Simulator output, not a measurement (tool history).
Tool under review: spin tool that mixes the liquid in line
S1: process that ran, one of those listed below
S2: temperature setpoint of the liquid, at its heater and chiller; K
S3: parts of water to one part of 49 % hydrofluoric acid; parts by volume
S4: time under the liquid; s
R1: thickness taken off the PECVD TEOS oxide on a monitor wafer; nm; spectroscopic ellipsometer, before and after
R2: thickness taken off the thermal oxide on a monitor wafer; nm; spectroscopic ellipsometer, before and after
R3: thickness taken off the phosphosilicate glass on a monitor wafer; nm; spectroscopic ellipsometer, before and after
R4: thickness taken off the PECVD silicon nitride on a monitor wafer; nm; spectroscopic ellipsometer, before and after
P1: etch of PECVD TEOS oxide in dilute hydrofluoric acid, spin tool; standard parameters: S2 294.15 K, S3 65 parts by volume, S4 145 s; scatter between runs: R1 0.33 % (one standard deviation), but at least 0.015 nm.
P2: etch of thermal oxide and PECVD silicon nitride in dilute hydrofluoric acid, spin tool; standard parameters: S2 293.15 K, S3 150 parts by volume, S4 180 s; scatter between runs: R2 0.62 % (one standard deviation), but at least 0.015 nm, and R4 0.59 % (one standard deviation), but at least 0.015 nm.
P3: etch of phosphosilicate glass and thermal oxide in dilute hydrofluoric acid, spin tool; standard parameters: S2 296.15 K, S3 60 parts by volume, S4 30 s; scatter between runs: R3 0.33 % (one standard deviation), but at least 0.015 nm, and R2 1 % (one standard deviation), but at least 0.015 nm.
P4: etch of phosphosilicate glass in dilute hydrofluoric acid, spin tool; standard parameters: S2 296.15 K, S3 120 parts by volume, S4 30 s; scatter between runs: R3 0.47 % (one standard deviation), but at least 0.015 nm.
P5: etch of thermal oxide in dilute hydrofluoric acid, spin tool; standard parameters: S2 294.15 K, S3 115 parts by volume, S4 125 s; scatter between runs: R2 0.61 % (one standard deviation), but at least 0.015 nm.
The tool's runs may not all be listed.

run	day	S1	S2	S3	S4	R1	R2	R3	R4
1	0.204	P1	294.15	65	145	34.912			
2	0.404	P5	294.15	115	125		4.1529		
3	0.725	P1	294.15	65	145	34.749			
4	1.075	P1	294.15	65	15	3.5925			
5	1.304	P4	296.15	120	60			86.43	
6	1.575	P4	290.15	120	30			33.636	
7	1.817	P5	294.15	115	45		1.5066		
8	1.975	P3	296.15	60	30		2.1827	31.332	
9	2.304	P1	298.15	65	145	40.892			
10	2.538	P1	294.15	65	145	35.145			
11	2.712	P1	294.15	115	145	18.62			
12	2.971	P5	294.15	190	125		2.3379		
13	3.162	P5	298.65	115	125		4.9638		
14	3.417	P1	294.15	65	145	34.9			
15	3.658	P2	293.15	150	180		4.5634		3.3566
16	3.962	P2	293.15	150	15		0.3895		0.2368
17	4.238	P2	293.15	70	180		10.493		6.9476
18	4.417	P4	296.15	120	30			42.908	
# day 4.512: thermometer replaced
19	4.642	P2	290.15	150	180		3.9933		2.7677
20	4.85	P4	296.15	200	30			23.73	

Run 21 comes next. What will it give?
21	5.062	P1	294.15	20	145	?			

R1: 119.82 nm
